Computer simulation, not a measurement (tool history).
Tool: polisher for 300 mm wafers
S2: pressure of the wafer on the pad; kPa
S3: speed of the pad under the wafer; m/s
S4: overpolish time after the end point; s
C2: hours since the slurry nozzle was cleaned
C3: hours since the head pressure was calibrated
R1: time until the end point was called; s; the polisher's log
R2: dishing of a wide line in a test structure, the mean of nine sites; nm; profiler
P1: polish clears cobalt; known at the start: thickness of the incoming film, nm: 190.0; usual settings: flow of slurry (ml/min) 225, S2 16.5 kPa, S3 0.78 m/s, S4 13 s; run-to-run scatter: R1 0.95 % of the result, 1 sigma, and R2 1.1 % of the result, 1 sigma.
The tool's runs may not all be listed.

{"run": 1, "day": 0.612, "flow of slurry (ml/min)": 225, "S2": 16.5, "S3": 0.78, "S4": 13, "wafers polished on this pad": 287, "C2": 119.7, "C3": 179.1, "R1": 41.634, "R2": 38.077}
{"day": 1.058, "done": "head pressure recalibrated"}
{"run": 2, "day": 1.146, "flow of slurry (ml/min)": 225, "S2": 16.5, "S3": 0.46, "S4": 13, "wafers polished on this pad": 386, "C2": 132.5, "C3": 2.1, "R1": 69.859, "R2": 26.652}
{"run": 3, "day": 1.617, "flow of slurry (ml/min)": 225, "S2": 16.5, "S3": 0.78, "S4": 13, "wafers polished on this pad": 474, "C2": 143.8, "C3": 13.4, "R1": 42.379, "R2": 37.649}
{"run": 4, "day": 1.967, "flow of slurry (ml/min)": 320, "S2": 16.5, "S3": 0.78, "S4": 13, "wafers polished on this pad": 539, "C2": 152.2, "C3": 21.8, "R1": 39.946, "R2": 38.1}
{"run": 5, "day": 2.554, "flow of slurry (ml/min)": 175, "S2": 9.7, "S3": 0.78, "S4": 13, "wafers polished on this pad": 649, "C2": 166.3, "C3": 35.9, "R1": 74.226, "R2": 25.737}
{"run": 6, "day": 2.908, "flow of slurry (ml/min)": 225, "S2": 10.3, "S3": 0.78, "S4": 13, "wafers polished on this pad": 715, "C2": 174.8, "C3": 44.4, "R1": 66.507, "R2": 26.993}
{"run": 7, "day": 3.25, "flow of slurry (ml/min)": 225, "S2": 23.4, "S3": 0.78, "S4": 13, "wafers polished on this pad": 779, "C2": 183.0, "C3": 52.6, "R1": 29.579, "R2": 44.224}
{"run": 8, "day": 3.617, "flow of slurry (ml/min)": 225, "S2": 16.5, "S3": 1.24, "S4": 13, "wafers polished on this pad": 847, "C2": 191.8, "C3": 61.4, "R1": 26.883, "R2": 46.6}
{"run": 9, "day": 4.212, "flow of slurry (ml/min)": 225, "S2": 16.5, "S3": 0.78, "S4": 13, "wafers polished on this pad": 958, "C2": 206.1, "C3": 75.7, "R1": 41.062, "R2": 37.333}
{"run": 10, "day": 4.646, "flow of slurry (ml/min)": 225, "S2": 16.5, "S3": 0.78, "S4": 13, "wafers polished on this pad": 1039, "C2": 216.5, "C3": 86.1, "R1": 42.385, "R2": 38.22}
{"run": 11, "day": 5.142, "flow of slurry (ml/min)": 225, "S2": 16.5, "S3": 0.78, "S4": 6, "wafers polished on this pad": 1132, "C2": 228.4, "C3": 98.0, "R1": 42.06, "R2": 22.057}
{"run": 12, "day": 5.525, "flow of slurry (ml/min)": 225, "S2": 16.5, "S3": 0.78, "S4": 13, "wafers polished on this pad": 1203, "C2": 237.6, "C3": 107.2, "R1": 41.861, "R2": 37.769}

Forecast run 13:
{"run": 13, "day": 5.904, "flow of slurry (ml/min)": 225, "S2": 16.5, "S3": 0.78, "S4": 26, "wafers polished on this pad": 1274, "C2": 246.7, "C3": 116.3, "R1": "?", "R2": "?"}

Run 13 gave R1 42.795 s, R2 51.452 nm.
